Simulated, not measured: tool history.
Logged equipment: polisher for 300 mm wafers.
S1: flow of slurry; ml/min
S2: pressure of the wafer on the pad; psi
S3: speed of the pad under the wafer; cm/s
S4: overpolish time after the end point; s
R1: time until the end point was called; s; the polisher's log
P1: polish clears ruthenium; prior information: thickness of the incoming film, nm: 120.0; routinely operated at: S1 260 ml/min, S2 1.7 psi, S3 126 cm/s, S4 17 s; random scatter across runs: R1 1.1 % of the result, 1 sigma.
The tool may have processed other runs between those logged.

| run | hour | S1 | S2 | S3 | S4 | R1 |
|---|---|---|---|---|---|---|
| 1 | 3.5 | 260 | 1.7 | 126 | 17 | 100.890 |
| 2 | 5.6 | 330 | 1.7 | 194 | 17 | 64.317 |
| 3 | 8.6 | 260 | 1.7 | 82 | 17 | 155.470 |
| 4 | 12.6 | 260 | 1.7 | 126 | 6 | 101.090 |
| 5 | 15.2 | 260 | 1.7 | 126 | 28 | 101.120 |
| 6 | 18.6 | 260 | 1.7 | 172 | 17 | 74.634 |
| 7 | 22.6 | 260 | 1.7 | 126 | 17 | 102.740 |
| 8 | 26.1 | 260 | 1.7 | 126 | 17 | 102.860 |
| 9 | 28.3 | 260 | 1.7 | 126 | 17 | 102.460 |
| 10 | 30.8 | 260 | 2.7 | 126 | 17 | 64.907 |
| 11 | 32.9 | 330 | 1.7 | 126 | 17 | 98.943 |
| 12 | 36.2 | 260 | 0.8 | 126 | 17 | 211.170 |
| 13 | 40.6 | 260 | 1.7 | 126 | 17 | 101.730 |
| 14 | 43.0 | 155 | 1.7 | 126 | 17 | 109.620 |
| 15 | 46.5 | 260 | 1.7 | 126 | 17 | 102.880 |
| 16 | 50.7 | 260 | 1.7 | 126 | 17 | 102.120 |
| 17 | 54.5 | 260 | 1.7 | 126 | 17 | 102.410 |
| 18 | 57.4 | 260 | 1.7 | 126 | 17 | 104.100 |
| 19 | 59.4 | 260 | 1.7 | 126 | 17 | 105.890 |
|  | 61.9 | head pressure recalibrated |
| 20 | 63.5 | 260 | 1.7 | 126 | 17 | 107.390 |
| 21 | 65.8 | 260 | 1.7 | 126 | 17 | 106.870 |
| 22 | 69.1 | 260 | 1.7 | 126 | 17 | 106.870 |
| 23 | 72.7 | 260 | 1.7 | 126 | 17 | 105.060 |
| 24 | 76.1 | 260 | 1.7 | 126 | 17 | 109.460 |
| 25 | 78.3 | 260 | 1.7 | 126 | 17 | 108.020 |
| 26 | 82.1 | 260 | 1.7 | 126 | 17 | 106.330 |

What P1 gives has crept off from where it sat before. The 2 causes that follow fit the log equally well, each at the size noted:
A: slurry flow missing at the pad, % = 36.8
B: removal rate lost through wear of the pad, % = 5.72
The process output started creeping at around hour 50.7.
Ruled out, with reasons:
head's pressure below its setpoint, %: was serviced at hour 61.9, once the creep was under way, yet the earlier output never came back

Of the 4 check runs below, each run on 5 wafers with the results averaged and each result still a question mark, which one would tell the listed causes apart?
| check 1 | 85.9 | 260 | 1.7 | 126 | 23 | ? |
| check 2 | 85.9 | 155 | 1.0 | 126 | 17 | ? |
| check 3 | 85.9 | 260 | 1.7 | 126 | 27 | ? |
| check 4 | 85.9 | 315 | 1.7 | 126 | 17 | ? |

Outcome of each check run for each possible cause:
| check | result | if A | if B |
|---|---|---|---|
| check 1 | R1 | 107.940 | 107.940 |
| check 2 | R1 | 203.690 | 196.480 |
| check 3 | R1 | 107.940 | 107.940 |
| check 4 | R1 | 104.990 | 106.020 |
Separation of the two closest causes in each check, using whichever result separates them best: check 1 0 %; check 2 3.6 %; check 3 0 %; check 4 0.98 %
The other checks would show nearly matching results whichever cause is true, so check 2 is the only one that separates the causes.

Check 2 has now been run. It gave: R1 197.180 s. Which of the candidate causes is it?

The correct cause is B, namely: removal rate lost through wear of the pad, %.

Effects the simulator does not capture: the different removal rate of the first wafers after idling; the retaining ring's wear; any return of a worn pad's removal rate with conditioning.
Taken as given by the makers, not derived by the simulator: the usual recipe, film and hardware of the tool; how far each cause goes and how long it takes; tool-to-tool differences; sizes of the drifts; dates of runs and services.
